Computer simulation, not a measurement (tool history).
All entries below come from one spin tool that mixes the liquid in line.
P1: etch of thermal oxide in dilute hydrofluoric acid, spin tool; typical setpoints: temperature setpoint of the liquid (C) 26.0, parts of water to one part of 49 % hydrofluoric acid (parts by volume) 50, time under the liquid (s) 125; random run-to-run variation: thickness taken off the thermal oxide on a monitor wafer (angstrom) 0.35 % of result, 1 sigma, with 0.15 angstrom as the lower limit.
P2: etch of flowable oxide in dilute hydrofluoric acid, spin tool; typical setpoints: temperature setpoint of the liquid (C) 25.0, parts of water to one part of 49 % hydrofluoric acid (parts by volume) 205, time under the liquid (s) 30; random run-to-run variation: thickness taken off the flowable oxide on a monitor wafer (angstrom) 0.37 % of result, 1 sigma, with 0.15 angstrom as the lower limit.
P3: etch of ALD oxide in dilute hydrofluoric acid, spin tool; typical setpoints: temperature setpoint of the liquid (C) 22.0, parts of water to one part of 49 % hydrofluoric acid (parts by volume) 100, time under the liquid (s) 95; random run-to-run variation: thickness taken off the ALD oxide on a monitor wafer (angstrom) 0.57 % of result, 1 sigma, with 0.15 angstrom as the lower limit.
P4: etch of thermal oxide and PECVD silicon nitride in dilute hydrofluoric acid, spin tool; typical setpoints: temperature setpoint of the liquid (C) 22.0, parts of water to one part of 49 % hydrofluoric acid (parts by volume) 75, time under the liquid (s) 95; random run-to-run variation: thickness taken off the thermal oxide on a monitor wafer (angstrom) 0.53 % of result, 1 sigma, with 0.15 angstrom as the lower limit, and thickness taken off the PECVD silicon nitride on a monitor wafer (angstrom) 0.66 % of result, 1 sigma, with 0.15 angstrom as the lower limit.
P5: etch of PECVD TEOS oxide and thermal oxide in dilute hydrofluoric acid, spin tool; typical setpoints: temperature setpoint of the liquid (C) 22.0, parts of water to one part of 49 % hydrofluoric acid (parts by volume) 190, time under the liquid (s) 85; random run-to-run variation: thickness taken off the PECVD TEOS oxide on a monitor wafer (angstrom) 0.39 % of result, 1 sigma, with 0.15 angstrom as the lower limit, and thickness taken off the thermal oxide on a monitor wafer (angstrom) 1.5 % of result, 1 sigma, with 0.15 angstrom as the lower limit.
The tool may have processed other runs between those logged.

run,hour,process that ran,temperature setpoint of the liquid (C),parts of water to one part of 49 % hydrofluoric acid (parts by volume),time under the liquid (s),hours since the thermometer was replaced,hours since the hydrofluoric acid flow meter was replaced,thickness taken off the thermal oxide on a monitor wafer (angstrom),thickness taken off the ALD oxide on a monitor wafer (angstrom),thickness taken off the PECVD silicon nitride on a monitor wafer (angstrom),thickness taken off the flowable oxide on a monitor wafer (angstrom),thickness taken off the PECVD TEOS oxide on a monitor wafer (angstrom)
1,4.9,P1,26.0,50,125,1658.5,1533.0,133.8000,,,,
2,13.2,P3,22.0,50,95,1666.8,1541.3,,559.680,,,
3,17.4,P4,22.0,75,95,1671.0,1545.5,56.2570,,37.2420,,
4,24.9,P1,26.0,50,235,1678.5,1553.0,251.6800,,,,
5,33.8,P1,26.0,80,125,1687.4,1561.9,79.8470,,,,
6,43.2,P1,26.0,50,125,1696.8,1571.3,133.0600,,,,
7,51.3,P2,25.0,205,30,1704.9,1579.4,,,,55.476,
8,56.8,P1,26.0,50,125,1710.4,1584.9,133.5300,,,,
9,65.3,P4,17.0,75,95,1718.9,1593.4,45.3010,,25.6650,,
10,70.9,P2,25.0,205,30,1724.5,1599.0,,,,55.491,
11,76.1,P5,22.0,190,45,1729.7,1604.2,9.9482,,,,43.786
12,85.2,P1,26.0,50,25,1738.8,1613.3,26.8220,,,,
13,89.6,P3,22.0,100,95,1743.2,1617.7,,264.020,,,
14,97.0,P4,22.0,75,15,1750.6,1625.1,8.7173,,5.6476,,
15,104.6,P5,22.0,190,85,1758.2,1632.7,17.7400,,,,82.982
16,110.3,P1,26.0,50,125,1763.9,1638.4,134.4400,,,,
17,116.3,P3,22.0,100,95,1769.9,1644.4,,262.760,,,
18,120.7,P1,26.0,75,35,1774.3,1648.8,24.3560,,,,
19,125.3,P1,31.0,50,125,1778.9,1653.4,162.9000,,,,
20,129.4,P3,22.0,100,15,1783.0,1657.5,,41.737,,,
21,136.9,P2,25.0,205,15,1790.5,1665.0,,,,28.047,
22,143.9,P1,26.0,20,15,1797.5,1672.0,41.8040,,,,
23,149.1,P5,17.0,190,85,1802.7,1677.2,15.0420,,,,68.175
24,156.4,P4,22.0,130,95,1810.0,1684.5,30.1500,,21.0180,,
25,163.6,P1,26.0,20,40,1817.2,1691.7,111.8300,,,,
26,169.7,P3,17.0,100,95,1823.3,1697.8,,215.470,,,
27,177.5,P1,26.0,50,125,1831.1,1705.6,133.2000,,,,
28,184.9,P2,25.0,45,30,1838.5,1713.0,,,,309.270,
29,191.2,P5,22.0,60,85,1844.8,1719.3,67.8620,,,,300.480
30,195.6,P1,18.5,50,125,1849.2,1723.7,97.7560,,,,
31,203.4,P1,26.0,30,125,1857.0,1731.5,229.9400,,,,
32,209.4,P2,17.0,205,30,1863.0,1737.5,,,,40.815,
33,218.4,P1,26.0,50,125,1872.0,1746.5,133.2600,,,,
34,224.4,P1,26.0,50,125,1878.0,1752.5,131.3200,,,,
35,231.8,P1,26.0,50,125,1885.4,1759.9,129.7300,,,,
36,238.2,P1,26.0,50,125,1891.8,1766.3,128.0700,,,,
37,246.4,P1,26.0,50,125,1900.0,1774.5,128.2300,,,,
38,254.2,P1,26.0,50,125,1907.8,1782.3,127.5400,,,,
39,263.3,P1,26.0,50,125,1916.9,1791.4,126.5700,,,,
40,269.3,P1,26.0,50,125,1922.9,1797.4,126.1600,,,,
41,278.9,P1,26.0,50,125,1932.5,1807.0,126.1100,,,,
42,283.4,P1,26.0,50,125,1937.0,1811.5,125.9500,,,,
43,288.6,P1,26.0,50,125,1942.2,1816.7,126.0300,,,,
44,296.9,P1,26.0,50,125,1950.5,1825.0,125.8300,,,,

The log shows P1 creeping away from where it was. Any of the 2 causes listed here, at the size stated for it, fits the log just as well as the others:
A: hydrofluoric acid flow below the setpoint (%) = 5.56
B: liquid colder than its thermometer reads (K) = 1.51
The onset of the drift is placed at about hour 218.4.

4 check runs are offered, each on 3 wafers whose results are averaged, their results left as question marks. Which one tells the causes apart?
check 1,305.2,P5,17.0,70,85,,,?,,,,?
check 2,305.2,P4,17.5,120,95,,,?,,?,,
check 3,305.2,P2,17.0,125,30,,,,,,?,
check 4,305.2,P3,19.0,100,95,,,,?,,,

How each check would come out, cause by cause:
check,result,if A,if B
check 1,thickness taken off the thermal oxide on a monitor wafer (angstrom),42.9020,42.7480
check 1,thickness taken off the PECVD TEOS oxide on a monitor wafer (angstrom),195.820,195.120
check 2,thickness taken off the thermal oxide on a monitor wafer (angstrom),25.7630,25.7950
check 2,thickness taken off the PECVD silicon nitride on a monitor wafer (angstrom),16.1080,15.3300
check 3,thickness taken off the flowable oxide on a monitor wafer (angstrom),68.246,68.336
check 4,thickness taken off the ALD oxide on a monitor wafer (angstrom),219.270,219.400
Per-check spread between the two closest causes, in the result where they differ most: check 1 0.36 %; check 2 4.95 %; check 3 0.13 %; check 4 0.06 %
Check 2 is the one run that separates the causes; every other check would come out nearly the same whichever cause is at work.

Here is what check 2 returned: thickness taken off the thermal oxide on a monitor wafer (angstrom) 25.7210; thickness taken off the PECVD silicon nitride on a monitor wafer (angstrom) 16.0380. Which cause is it?

Of the candidate causes, it is A: hydrofluoric acid flow below the setpoint (%).
